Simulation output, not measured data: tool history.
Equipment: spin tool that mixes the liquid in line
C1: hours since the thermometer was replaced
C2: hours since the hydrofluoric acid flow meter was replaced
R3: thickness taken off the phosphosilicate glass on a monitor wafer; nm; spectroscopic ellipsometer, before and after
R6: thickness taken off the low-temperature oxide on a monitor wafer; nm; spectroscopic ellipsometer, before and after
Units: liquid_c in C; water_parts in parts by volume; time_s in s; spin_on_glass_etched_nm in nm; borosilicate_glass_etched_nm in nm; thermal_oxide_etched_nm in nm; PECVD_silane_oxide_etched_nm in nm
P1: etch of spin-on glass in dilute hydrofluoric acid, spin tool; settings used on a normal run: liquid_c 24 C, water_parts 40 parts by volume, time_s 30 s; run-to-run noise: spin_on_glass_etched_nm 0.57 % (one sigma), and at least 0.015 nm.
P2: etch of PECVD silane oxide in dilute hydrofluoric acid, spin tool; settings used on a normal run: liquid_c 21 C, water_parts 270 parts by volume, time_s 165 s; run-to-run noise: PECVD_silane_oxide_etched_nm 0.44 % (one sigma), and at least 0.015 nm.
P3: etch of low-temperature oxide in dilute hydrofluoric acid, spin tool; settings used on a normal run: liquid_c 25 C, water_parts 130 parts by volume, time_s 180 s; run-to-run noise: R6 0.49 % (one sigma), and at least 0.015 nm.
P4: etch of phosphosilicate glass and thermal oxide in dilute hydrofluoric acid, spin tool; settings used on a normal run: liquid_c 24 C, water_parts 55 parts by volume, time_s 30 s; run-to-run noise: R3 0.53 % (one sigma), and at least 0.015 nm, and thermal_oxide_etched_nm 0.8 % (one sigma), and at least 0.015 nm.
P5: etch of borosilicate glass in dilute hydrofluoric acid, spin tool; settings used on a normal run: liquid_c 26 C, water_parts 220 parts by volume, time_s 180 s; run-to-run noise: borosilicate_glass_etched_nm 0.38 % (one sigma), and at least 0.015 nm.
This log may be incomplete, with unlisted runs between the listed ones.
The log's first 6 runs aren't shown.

Run 7, day 1.679: process P4, liquid_c 24 C, water_parts 55 parts by volume, time_s 30 s; C1 503.7; C2 800.8. Result: R3 40.569 nm, thermal_oxide_etched_nm 2.9834 nm.
Run 8, day 1.917: process P2, liquid_c 21 C, water_parts 65 parts by volume, time_s 165 s; C1 509.4; C2 806.5. Result: PECVD_silane_oxide_etched_nm 75.737 nm.
Run 9, day 2.054: process P5, liquid_c 34 C, water_parts 220 parts by volume, time_s 180 s; C1 512.7; C2 809.8. Result: borosilicate_glass_etched_nm 37.132 nm.
Run 10, day 2.346: process P5, liquid_c 26 C, water_parts 220 parts by volume, time_s 180 s; C1 519.7; C2 816.8. Result: borosilicate_glass_etched_nm 28.695 nm.
Run 11, day 2.562: process P1, liquid_c 24 C, water_parts 40 parts by volume, time_s 30 s; C1 524.9; C2 822. Result: spin_on_glass_etched_nm 34.571 nm.
Run 12, day 2.775: process P3, liquid_c 25 C, water_parts 55 parts by volume, time_s 180 s; C1 530; C2 827.1. Result: R6 59.067 nm.
Run 13, day 2.912: process P1, liquid_c 24 C, water_parts 40 parts by volume, time_s 30 s; C1 533.3; C2 830.4. Result: spin_on_glass_etched_nm 34.475 nm.
Run 14, day 3.054: process P5, liquid_c 26 C, water_parts 220 parts by volume, time_s 180 s; C1 536.7; C2 833.8. Result: borosilicate_glass_etched_nm 28.281 nm.
Run 15, day 3.233: process P4, liquid_c 24 C, water_parts 55 parts by volume, time_s 30 s; C1 541; C2 838.1. Result: R3 40.209 nm, thermal_oxide_etched_nm 2.9502 nm.
Run 16, day 3.542: process P3, liquid_c 18.5 C, water_parts 130 parts by volume, time_s 180 s; C1 548.4; C2 845.5. Result: R6 17.511 nm.
Run 17, day 3.721: process P4, liquid_c 24 C, water_parts 20 parts by volume, time_s 30 s; C1 552.7; C2 849.8. Result: R3 115.96 nm, thermal_oxide_etched_nm 8.5794 nm.
Run 18, day 3.862: process P1, liquid_c 24 C, water_parts 40 parts by volume, time_s 30 s; C1 556.1; C2 853.2. Result: spin_on_glass_etched_nm 34.185 nm.
Run 19, day 4.012: process P1, liquid_c 24 C, water_parts 20 parts by volume, time_s 30 s; C1 559.7; C2 856.8. Result: spin_on_glass_etched_nm 70.353 nm.
Run 20, day 4.154: process P3, liquid_c 25 C, water_parts 130 parts by volume, time_s 180 s; C1 563.1; C2 860.2. Result: R6 22.739 nm.
Run 21, day 4.433: process P2, liquid_c 28.5 C, water_parts 270 parts by volume, time_s 165 s; C1 569.8; C2 866.9. Result: PECVD_silane_oxide_etched_nm 19.319 nm.
Run 22, day 4.579: process P1, liquid_c 24 C, water_parts 20 parts by volume, time_s 60 s; C1 573.3; C2 870.4. Result: spin_on_glass_etched_nm 140.93 nm.
Run 23, day 4.771: process P5, liquid_c 26 C, water_parts 220 parts by volume, time_s 335 s; C1 577.9; C2 875. Result: borosilicate_glass_etched_nm 53.012 nm.
Run 24, day 4.921: process P1, liquid_c 24 C, water_parts 40 parts by volume, time_s 30 s; C1 581.5; C2 878.6. Result: spin_on_glass_etched_nm 34.157 nm.
Run 25, day 5.075: process P3, liquid_c 25 C, water_parts 130 parts by volume, time_s 180 s; C1 585.2; C2 882.3. Result: R6 22.55 nm.
Run 26, day 5.379: process P2, liquid_c 21 C, water_parts 270 parts by volume, time_s 165 s; C1 592.5; C2 889.6. Result: PECVD_silane_oxide_etched_nm 14.764 nm.

Estimate the outcome of run 27 from the log above:
Run 27, day 5.525: process P2, liquid_c 21 C, water_parts 270 parts by volume, time_s 15 s; C1 596; C2 893.1. Result: PECVD_silane_oxide_etched_nm ?.

PECVD_silane_oxide_etched_nm: 1.3189 nm
